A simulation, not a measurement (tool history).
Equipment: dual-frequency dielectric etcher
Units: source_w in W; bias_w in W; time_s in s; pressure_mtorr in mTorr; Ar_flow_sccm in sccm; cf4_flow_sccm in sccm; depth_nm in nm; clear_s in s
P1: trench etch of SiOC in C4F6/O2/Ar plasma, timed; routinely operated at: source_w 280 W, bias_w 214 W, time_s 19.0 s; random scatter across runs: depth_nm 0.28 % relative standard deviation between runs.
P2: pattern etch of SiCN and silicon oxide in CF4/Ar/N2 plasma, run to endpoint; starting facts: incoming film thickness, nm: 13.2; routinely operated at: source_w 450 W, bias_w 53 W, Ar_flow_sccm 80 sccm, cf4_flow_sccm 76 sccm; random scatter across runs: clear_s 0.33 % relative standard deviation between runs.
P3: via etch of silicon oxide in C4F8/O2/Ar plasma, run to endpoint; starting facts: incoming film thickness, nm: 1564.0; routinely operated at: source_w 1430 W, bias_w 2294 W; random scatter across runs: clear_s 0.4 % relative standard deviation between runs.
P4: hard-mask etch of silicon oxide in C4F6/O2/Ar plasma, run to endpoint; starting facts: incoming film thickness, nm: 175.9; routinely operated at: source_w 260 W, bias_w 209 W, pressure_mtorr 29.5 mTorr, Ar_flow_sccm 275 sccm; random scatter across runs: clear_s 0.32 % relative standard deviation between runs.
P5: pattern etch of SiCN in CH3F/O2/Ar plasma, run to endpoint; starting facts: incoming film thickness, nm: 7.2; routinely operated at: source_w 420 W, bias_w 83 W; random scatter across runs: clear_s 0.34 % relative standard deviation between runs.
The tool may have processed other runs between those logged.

Run 1, hour 11.6: process P1, source_w 280 W, bias_w 214 W, time_s 19.0 s. Result: depth_nm 36.611 nm.
Run 2, hour 26.2: process P4, source_w 260 W, bias_w 209 W, pressure_mtorr 29.5 mTorr, Ar_flow_sccm 167 sccm. Result: clear_s 59.293 s.
Run 3, hour 40.0: process P4, source_w 260 W, bias_w 267 W, pressure_mtorr 29.5 mTorr, Ar_flow_sccm 275 sccm. Result: clear_s 57.746 s.
Run 4, hour 51.3: process P3, source_w 1990 W, bias_w 2294 W. Result: clear_s 299.580 s.
Run 5, hour 61.7: process P5, source_w 420 W, bias_w 83 W. Result: clear_s 17.634 s.
Run 6, hour 70.9: process P3, source_w 1430 W, bias_w 2294 W. Result: clear_s 343.580 s.
Run 7, hour 87.2: process P1, source_w 280 W, bias_w 214 W, time_s 25.0 s. Result: depth_nm 48.624 nm.
Run 8, hour 96.3: process P4, source_w 260 W, bias_w 209 W, pressure_mtorr 35.0 mTorr, Ar_flow_sccm 275 sccm. Result: clear_s 63.899 s.
Run 9, hour 104.4: process P2, source_w 450 W, bias_w 53 W, Ar_flow_sccm 80 sccm, cf4_flow_sccm 76 sccm. Result: clear_s 15.864 s.
Run 10, hour 120.7: process P4, source_w 180 W, bias_w 209 W, pressure_mtorr 29.5 mTorr, Ar_flow_sccm 275 sccm. Result: clear_s 72.113 s.
Run 11, hour 138.8: process P4, source_w 260 W, bias_w 209 W, pressure_mtorr 29.5 mTorr, Ar_flow_sccm 275 sccm. Result: clear_s 62.893 s.
Run 12, hour 150.1: process P5, source_w 420 W, bias_w 66 W. Result: clear_s 19.153 s.
Run 13, hour 168.2: process P1, source_w 280 W, bias_w 171 W, time_s 19.0 s. Result: depth_nm 34.092 nm.
Run 14, hour 177.1: process P2, source_w 450 W, bias_w 65 W, Ar_flow_sccm 80 sccm, cf4_flow_sccm 76 sccm. Result: clear_s 14.904 s.
Run 15, hour 189.8: process P1, source_w 210 W, bias_w 261 W, time_s 19.0 s. Result: depth_nm 35.033 nm.
Run 16, hour 202.7: process P5, source_w 310 W, bias_w 83 W. Result: clear_s 19.797 s.
Run 17, hour 214.8: process P1, source_w 350 W, bias_w 214 W, time_s 19.0 s. Result: depth_nm 40.260 nm.
At hour 221.4: bias power generator calibrated.
Run 18, hour 227.1: process P2, source_w 450 W, bias_w 53 W, Ar_flow_sccm 106 sccm, cf4_flow_sccm 76 sccm. Result: clear_s 16.648 s.
At hour 228.3: source power generator calibrated.
Run 19, hour 237.1: process P1, source_w 280 W, bias_w 214 W, time_s 19.0 s. Result: depth_nm 36.702 nm.
Run 20, hour 255.4: process P1, source_w 280 W, bias_w 214 W, time_s 19.0 s. Result: depth_nm 36.804 nm.
Run 21, hour 264.0: process P1, source_w 280 W, bias_w 214 W, time_s 19.0 s. Result: depth_nm 36.887 nm.
Run 22, hour 273.4: process P1, source_w 280 W, bias_w 273 W, time_s 19.0 s. Result: depth_nm 39.964 nm.
Run 23, hour 291.8: process P1, source_w 280 W, bias_w 214 W, time_s 19.0 s. Result: depth_nm 36.754 nm.
Run 24, hour 307.5: process P1, source_w 280 W, bias_w 214 W, time_s 19.0 s. Result: depth_nm 36.623 nm.
Run 25, hour 322.4: process P2, source_w 620 W, bias_w 53 W, Ar_flow_sccm 80 sccm, cf4_flow_sccm 76 sccm. Result: clear_s 11.896 s.
Run 26, hour 333.2: process P1, source_w 230 W, bias_w 214 W, time_s 19.0 s. Result: depth_nm 34.181 nm.
Run 27, hour 348.3: process P1, source_w 280 W, bias_w 214 W, time_s 12.5 s. Result: depth_nm 24.167 nm.
Run 28, hour 358.6: process P2, source_w 450 W, bias_w 53 W, Ar_flow_sccm 80 sccm, cf4_flow_sccm 47 sccm. Result: clear_s 17.159 s.
Run 29, hour 374.5: process P3, source_w 1430 W, bias_w 3111 W. Result: clear_s 313.770 s.
Run 30, hour 391.6: process P1, source_w 280 W, bias_w 214 W, time_s 19.0 s. Result: depth_nm 36.841 nm.
Run 31, hour 409.3: process P1, source_w 280 W, bias_w 214 W, time_s 19.0 s. Result: depth_nm 37.184 nm.
Run 32, hour 419.7: process P1, source_w 280 W, bias_w 214 W, time_s 19.0 s. Result: depth_nm 37.061 nm.
Run 33, hour 436.0: process P1, source_w 280 W, bias_w 214 W, time_s 19.0 s. Result: depth_nm 37.144 nm.
At hour 441.0: wet clean of the chamber.
Run 34, hour 449.5: process P1, source_w 280 W, bias_w 214 W, time_s 19.0 s. Result: depth_nm 37.058 nm.
Run 35, hour 467.5: process P1, source_w 280 W, bias_w 214 W, time_s 19.0 s. Result: depth_nm 37.503 nm.
Run 36, hour 482.1: process P1, source_w 280 W, bias_w 214 W, time_s 19.0 s. Result: depth_nm 37.109 nm.
Run 37, hour 497.9: process P1, source_w 280 W, bias_w 214 W, time_s 19.0 s. Result: depth_nm 37.536 nm.
Run 38, hour 507.0: process P1, source_w 280 W, bias_w 214 W, time_s 19.0 s. Result: depth_nm 37.256 nm.

What P1 gives has crept away from where it was. These 2 causes fit the log equally well, each at the size given:
A: bias power that arrives over what is set, % = 4.55
B: source power that arrives over what is set, % = 4.01
The process output started creeping at around hour 391.6.
What rules out each remaining cause:
chamber walls in a state that raises the etch rate, %: serviced at hour 441.0, after the change had begun; the process did not return to its earlier output

The list below offers 4 check runs, each averaging the results of 2 wafers, and shows each result as a question mark. For which of them would the listed causes give clearly different results?
Run check 1, hour 516.1: process P2, source_w 450 W, bias_w 53 W, Ar_flow_sccm 80 sccm, cf4_flow_sccm 76 sccm. Result: clear_s ?.
Run check 2, hour 516.1: process P3, source_w 1430 W, bias_w 2294 W. Result: clear_s ?.
Run check 3, hour 516.1: process P5, source_w 420 W, bias_w 83 W. Result: clear_s ?.
Run check 4, hour 516.1: process P4, source_w 260 W, bias_w 209 W, pressure_mtorr 29.5 mTorr, Ar_flow_sccm 275 sccm. Result: clear_s ?.

Predicted outcomes, by check and by cause:
  check   result     if A     if B
check 1  clear_s   15.659   15.321
check 2  clear_s  340.250  339.570
check 3  clear_s   17.384   17.410
check 4  clear_s   61.899   61.896
Separation of the two closest causes in each check, using whichever result separates them best: check 1 2.18 %; check 2 0.2 %; check 3 0.15 %; check 4 0.01 %
Check 1 tells the causes apart: in the others they would give nearly the same result.

Check 1 was then run and gave: clear_s 15.654 s. Which cause is it?

It was cause A: bias power that arrives over what is set, %.
